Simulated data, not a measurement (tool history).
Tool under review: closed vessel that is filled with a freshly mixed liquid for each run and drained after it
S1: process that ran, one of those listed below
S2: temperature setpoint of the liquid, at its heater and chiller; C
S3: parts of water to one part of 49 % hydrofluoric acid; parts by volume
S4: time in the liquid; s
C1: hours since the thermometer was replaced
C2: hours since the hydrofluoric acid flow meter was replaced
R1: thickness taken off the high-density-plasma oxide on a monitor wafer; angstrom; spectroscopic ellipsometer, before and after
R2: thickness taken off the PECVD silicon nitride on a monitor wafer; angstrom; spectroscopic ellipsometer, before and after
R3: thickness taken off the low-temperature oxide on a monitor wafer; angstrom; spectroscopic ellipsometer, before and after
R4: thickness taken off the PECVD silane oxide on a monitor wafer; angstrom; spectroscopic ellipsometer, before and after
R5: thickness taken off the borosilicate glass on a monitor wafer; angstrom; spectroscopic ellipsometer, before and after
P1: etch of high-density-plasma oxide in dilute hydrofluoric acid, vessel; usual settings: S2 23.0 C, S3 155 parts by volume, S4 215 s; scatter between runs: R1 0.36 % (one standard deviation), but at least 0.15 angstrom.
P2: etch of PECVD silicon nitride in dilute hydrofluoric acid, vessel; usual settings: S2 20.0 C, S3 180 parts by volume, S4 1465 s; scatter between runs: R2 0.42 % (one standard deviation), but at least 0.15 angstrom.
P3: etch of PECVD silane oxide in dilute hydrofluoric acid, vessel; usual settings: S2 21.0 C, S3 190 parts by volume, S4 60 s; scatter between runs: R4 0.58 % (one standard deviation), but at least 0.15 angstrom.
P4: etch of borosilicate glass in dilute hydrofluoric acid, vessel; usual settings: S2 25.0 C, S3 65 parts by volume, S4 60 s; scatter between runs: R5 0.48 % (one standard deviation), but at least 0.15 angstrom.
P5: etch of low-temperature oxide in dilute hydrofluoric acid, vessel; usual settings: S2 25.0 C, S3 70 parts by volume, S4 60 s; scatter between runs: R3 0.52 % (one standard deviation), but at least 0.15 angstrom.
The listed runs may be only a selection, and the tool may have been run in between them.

run   hour  S1    S2   S3    S4     C1     C2        R1      R2      R3      R4      R5
  1   14.4  P1  23.0  155   215  258.1  252.1   63.1570
  2   33.3  P2  20.0  180  1465  277.0  271.0            365.33
  3   47.5  P5  18.0   70    60  291.2  285.2                    242.64
  4   59.7  P1  17.0  155    30  303.4  297.4    6.9891
  5   68.1  P1  23.0  155   215  311.8  305.8   63.6040
  6   77.6  P3  21.0  190    30  321.3  315.3                            21.396
  7   94.2  P2  20.0  305  1465  337.9  331.9            219.22
  8  110.5  P5  25.0   70   100  354.2  348.2                    545.03
  9  123.7  P3  21.0  190    60  367.4  361.4                            42.363
 10  131.9  P1  17.0  155   215  375.6  369.6   49.2390
 11  150.3  P3  21.0  275    60  394.0  388.0                            27.019
 12  159.8  P1  23.0  155   215  403.5  397.5   62.7480
 13  172.0  P1  28.5  155   215  415.7  409.7   77.2880
 14  189.5  P4  25.0   65   100  433.2  427.2                                    586.91
 15  207.9  P1  23.0  155    70  451.6  445.6   20.5200
 16  221.2  P1  23.0  230   215  464.9  458.9   39.0800
 17  233.2  P4  25.0   90    60  476.9  470.9                                    243.17
 18  244.8  P1  23.0  155   215  488.5  482.5   62.3620
 19  255.6  P4  25.0   65    60  499.3  493.3                                    349.33
 20  269.4  P3  26.0  190    60  513.1  507.1                            51.688
 21  282.6  P2  20.0  180  2820  526.3  520.3            708.95
 22  293.7  P4  31.0   65    60  537.4  531.4                                    442.96
 23  308.6  P1  23.0  155   215  552.3  546.3   63.3290
 24  320.1  P3  21.0  190    60  563.8  557.8                            42.763
 25  338.0  P4  25.0   65    60  581.7  575.7                                    348.13
 26  346.8  P5  25.0   70    60  590.5  584.5                    326.62
 27  357.1  P2  17.0  180  1465  600.8  594.8            297.96
 28  371.8  P1  23.0  155   215  615.5  609.5   62.5430
 29  385.0  P1  23.0   65   215  628.7  622.7  167.0900
 30  396.7  P1  23.0  155   385  640.4  634.4  112.1300
 31  405.4  P5  25.0  125    60  649.1  643.1                    170.54
 32  422.3  P1  23.0  155   215  666.0  660.0   62.4480
 33  430.8  P1  23.0  155   215  674.5  668.5   64.1050
 34  445.8  P1  23.0  155   215  689.5  683.5   65.3240
 35  458.1  P1  23.0  155   215  701.8  695.8   65.6100
 36  475.5  P1  23.0  155   215  719.2  713.2   67.1980
 37  490.1  P1  23.0  155   215  733.8  727.8   67.5890
 38  499.4  P1  23.0  155   215  743.1  737.1   67.1180
 39  512.6  P1  23.0  155   215  756.3  750.3   67.9290
 40  524.8  P1  23.0  155   215  768.5  762.5   67.7860
 41  536.4  P1  23.0  155   215  780.1  774.1   67.9430
 42  548.4  P1  23.0  155   215  792.1  786.1   67.7370

Compared with where it was, what P1 gives has crept away. Each cause listed below fits the log as well as the rest, at the size given for it:
A: hydrofluoric acid flow above the setpoint (%) = 6.76
B: liquid hotter than its thermometer reads (K) = 2.01
The drift started at roughly hour 422.3.

Which of the 4 check runs listed below separates the causes, so that each cause would produce a clearly different result? Each run uses one wafer, and its results are marked with question marks.
check 1  560.4  P3  21.0  190    60                       ?
check 2  560.4  P2  20.0  180  1465               ?
check 3  560.4  P4  25.0   65    60                           ?
check 4  560.4  P5  25.0   70    60                   ?

Check results expected under each cause:
  check  result    if A    if B
check 1      R4  46.058  45.998
check 2      R2  389.80  417.22
check 3      R5  375.26  378.82
check 4      R3  350.50  353.61
Per check, the gap between the least separated pair of causes, taken in the result that splits them most: check 1 0.13 %; check 2 6.8 %; check 3 0.94 %; check 4 0.88 %
Of the check runs offered, only check 2 discriminates between the causes; the rest would read about the same regardless of which cause applies.

The results of check 2 are: R2 387.16 angstrom. Based on these, which of the listed causes is it?

It is A: hydrofluoric acid flow above the setpoint (%).
